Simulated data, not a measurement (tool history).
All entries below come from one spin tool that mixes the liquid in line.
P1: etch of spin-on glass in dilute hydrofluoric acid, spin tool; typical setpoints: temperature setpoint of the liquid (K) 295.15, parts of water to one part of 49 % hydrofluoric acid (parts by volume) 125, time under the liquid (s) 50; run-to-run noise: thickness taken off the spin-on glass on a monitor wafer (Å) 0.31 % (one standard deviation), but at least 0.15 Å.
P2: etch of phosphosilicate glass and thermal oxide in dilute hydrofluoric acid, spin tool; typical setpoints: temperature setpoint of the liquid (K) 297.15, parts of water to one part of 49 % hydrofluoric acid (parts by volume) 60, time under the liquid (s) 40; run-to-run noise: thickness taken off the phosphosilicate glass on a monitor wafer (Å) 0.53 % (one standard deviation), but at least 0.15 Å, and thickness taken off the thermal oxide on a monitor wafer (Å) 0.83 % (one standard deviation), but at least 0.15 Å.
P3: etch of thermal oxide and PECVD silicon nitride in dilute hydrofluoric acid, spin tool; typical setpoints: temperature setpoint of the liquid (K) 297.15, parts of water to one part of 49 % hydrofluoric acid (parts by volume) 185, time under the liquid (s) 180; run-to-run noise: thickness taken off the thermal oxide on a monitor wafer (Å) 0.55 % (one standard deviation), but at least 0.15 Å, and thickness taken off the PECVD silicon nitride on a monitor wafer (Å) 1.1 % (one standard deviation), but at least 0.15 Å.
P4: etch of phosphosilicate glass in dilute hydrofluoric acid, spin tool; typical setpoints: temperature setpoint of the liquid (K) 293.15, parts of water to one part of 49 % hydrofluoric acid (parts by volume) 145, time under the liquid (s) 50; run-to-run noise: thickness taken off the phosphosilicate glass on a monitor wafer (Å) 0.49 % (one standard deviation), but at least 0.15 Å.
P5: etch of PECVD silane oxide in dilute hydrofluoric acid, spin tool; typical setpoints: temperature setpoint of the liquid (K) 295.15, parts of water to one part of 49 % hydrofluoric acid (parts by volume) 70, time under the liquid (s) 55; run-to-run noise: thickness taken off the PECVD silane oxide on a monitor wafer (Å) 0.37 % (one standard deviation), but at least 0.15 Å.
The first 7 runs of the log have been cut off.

run	hour	process that ran	temperature setpoint of the liquid (K)	parts of water to one part of 49 % hydrofluoric acid (parts by volume)	time under the liquid (s)	hours since the thermometer was replaced	hours since the hydrofluoric acid flow meter was replaced	thickness taken off the spin-on glass on a monitor wafer (Å)	thickness taken off the phosphosilicate glass on a monitor wafer (Å)	thickness taken off the thermal oxide on a monitor wafer (Å)	thickness taken off the PECVD silicon nitride on a monitor wafer (Å)	thickness taken off the PECVD silane oxide on a monitor wafer (Å)
8	68.5	P1	290.15	125	50	1245.7	21.2	150.470				
9	77.1	P2	297.15	40	40	1254.3	29.8		793.38	51.336		
10	85.0	P1	295.15	180	50	1262.2	37.7	121.320				
11	90.4	P5	290.65	70	55	1267.6	43.1					91.108
12	97.8	P2	302.15	60	40	1275.0	50.5		634.48	40.281		
13	104.4	P2	297.15	60	80	1281.6	57.1		1035.20	66.136		
14	109.8	P5	295.15	70	15	1287.0	62.5					30.434
15	119.5	P3	297.15	185	180	1296.7	72.2			41.123	20.194	
16	126.3	P4	293.15	65	50	1303.5	79.0		847.74			
17	136.1	P5	295.15	115	55	1313.3	88.8					63.759
18	141.0	P3	297.15	185	360	1318.2	93.7			82.288	41.152	
19	149.7	P4	293.15	145	50	1326.9	102.4		348.57			
20	159.1	P3	291.15	185	180	1336.3	111.8			32.692	13.957	
21	166.0	P1	295.15	125	50	1343.2	118.7	184.860				
22	174.9	P1	295.15	125	50	1352.1	127.6	184.540				

What does the tool deliver on the next run?
23	184.6	P1	295.15	125	50	1361.8	137.3	?				

thickness taken off the spin-on glass on a monitor wafer (Å): 184.890

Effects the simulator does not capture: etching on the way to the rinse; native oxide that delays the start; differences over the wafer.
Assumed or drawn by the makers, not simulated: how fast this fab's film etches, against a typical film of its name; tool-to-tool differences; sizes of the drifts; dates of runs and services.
